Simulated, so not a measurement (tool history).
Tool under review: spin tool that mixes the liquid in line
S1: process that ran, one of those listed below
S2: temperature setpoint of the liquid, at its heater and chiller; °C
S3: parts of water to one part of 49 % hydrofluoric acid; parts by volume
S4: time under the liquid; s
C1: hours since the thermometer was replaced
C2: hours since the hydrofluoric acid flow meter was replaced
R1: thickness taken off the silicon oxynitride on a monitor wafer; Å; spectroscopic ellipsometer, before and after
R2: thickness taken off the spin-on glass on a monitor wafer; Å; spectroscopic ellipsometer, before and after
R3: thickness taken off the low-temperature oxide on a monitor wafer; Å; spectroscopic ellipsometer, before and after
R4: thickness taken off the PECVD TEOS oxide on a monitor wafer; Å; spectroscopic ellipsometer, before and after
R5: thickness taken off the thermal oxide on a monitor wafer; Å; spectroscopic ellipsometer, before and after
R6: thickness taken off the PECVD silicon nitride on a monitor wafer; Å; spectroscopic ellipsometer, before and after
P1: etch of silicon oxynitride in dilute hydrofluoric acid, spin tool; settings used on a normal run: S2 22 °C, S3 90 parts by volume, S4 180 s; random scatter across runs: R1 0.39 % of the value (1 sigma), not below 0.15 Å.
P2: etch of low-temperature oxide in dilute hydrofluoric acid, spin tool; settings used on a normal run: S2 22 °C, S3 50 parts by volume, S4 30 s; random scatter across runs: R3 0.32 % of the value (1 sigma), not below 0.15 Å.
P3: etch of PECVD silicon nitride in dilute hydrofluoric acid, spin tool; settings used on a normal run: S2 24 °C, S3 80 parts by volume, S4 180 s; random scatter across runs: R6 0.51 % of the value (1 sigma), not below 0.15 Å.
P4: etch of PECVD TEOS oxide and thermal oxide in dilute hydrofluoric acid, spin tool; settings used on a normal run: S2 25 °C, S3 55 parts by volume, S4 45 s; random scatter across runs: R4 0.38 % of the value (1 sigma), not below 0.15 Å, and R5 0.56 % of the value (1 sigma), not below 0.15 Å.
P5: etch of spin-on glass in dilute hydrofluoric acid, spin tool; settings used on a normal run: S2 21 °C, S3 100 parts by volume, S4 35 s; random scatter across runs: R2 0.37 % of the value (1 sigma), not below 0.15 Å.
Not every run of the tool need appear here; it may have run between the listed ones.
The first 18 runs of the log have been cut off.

run 19 hour=114.4 | S1=P3 S2=24 S3=80 S4=180 | C1=726.9 C2=1480.8 | R6=126.76
run 20 hour=122.8 | S1=P1 S2=22 S3=90 S4=180 | C1=735.3 C2=1489.2 | R1=87.795
run 21 hour=131.3 | S1=P4 S2=31.5 S3=55 S4=45 | C1=743.8 C2=1497.7 | R4=278.81 R5=56.856
-- hour=135.2 hydrofluoric acid flow meter replaced
run 22 hour=136.9 | S1=P1 S2=22 S3=90 S4=180 | C1=749.4 C2=1.8 | R1=87.51
run 23 hour=141.7 | S1=P3 S2=19.5 S3=80 S4=180 | C1=754.2 C2=6.6 | R6=93.59
run 24 hour=149.3 | S1=P4 S2=25 S3=55 S4=45 | C1=761.8 C2=14.2 | R4=215.01 R5=43.889
run 25 hour=154.3 | S1=P2 S2=17 S3=50 S4=30 | C1=766.8 C2=19.2 | R3=140.02
run 26 hour=163.1 | S1=P1 S2=22 S3=20 S4=180 | C1=775.6 C2=28 | R1=412.87
run 27 hour=167.1 | S1=P5 S2=21 S3=135 S4=35 | C1=779.6 C2=32 | R2=63.819
run 28 hour=175.7 | S1=P5 S2=17 S3=100 S4=35 | C1=788.2 C2=40.6 | R2=76.904
run 29 hour=182.6 | S1=P1 S2=22 S3=155 S4=285 | C1=795.1 C2=47.5 | R1=76.546
run 30 hour=190.8 | S1=P1 S2=22 S3=90 S4=20 | C1=803.3 C2=55.7 | R1=9.9758
run 31 hour=197.9 | S1=P2 S2=22 S3=50 S4=65 | C1=810.4 C2=62.8 | R3=374.67
run 32 hour=205.2 | S1=P1 S2=22 S3=90 S4=180 | C1=817.7 C2=70.1 | R1=87.418
run 33 hour=214 | S1=P2 S2=22 S3=50 S4=30 | C1=826.5 C2=78.9 | R3=173.49
run 34 hour=220.9 | S1=P1 S2=22 S3=90 S4=180 | C1=833.4 C2=85.8 | R1=87.626
run 35 hour=227.1 | S1=P1 S2=22 S3=90 S4=180 | C1=839.6 C2=92 | R1=90.336
run 36 hour=234.9 | S1=P1 S2=22 S3=90 S4=180 | C1=847.4 C2=99.8 | R1=92.039
run 37 hour=240.9 | S1=P1 S2=22 S3=90 S4=180 | C1=853.4 C2=105.8 | R1=93.325
run 38 hour=247.8 | S1=P1 S2=22 S3=90 S4=180 | C1=860.3 C2=112.7 | R1=92.871
run 39 hour=252.6 | S1=P1 S2=22 S3=90 S4=180 | C1=865.1 C2=117.5 | R1=94.108
run 40 hour=260 | S1=P1 S2=22 S3=90 S4=180 | C1=872.5 C2=124.9 | R1=93.661

Predict the results of run 41:
run 41 hour=269 | S1=P1 S2=22 S3=90 S4=180 | C1=881.5 C2=133.9 | R1=?

R1: 93.901 Å

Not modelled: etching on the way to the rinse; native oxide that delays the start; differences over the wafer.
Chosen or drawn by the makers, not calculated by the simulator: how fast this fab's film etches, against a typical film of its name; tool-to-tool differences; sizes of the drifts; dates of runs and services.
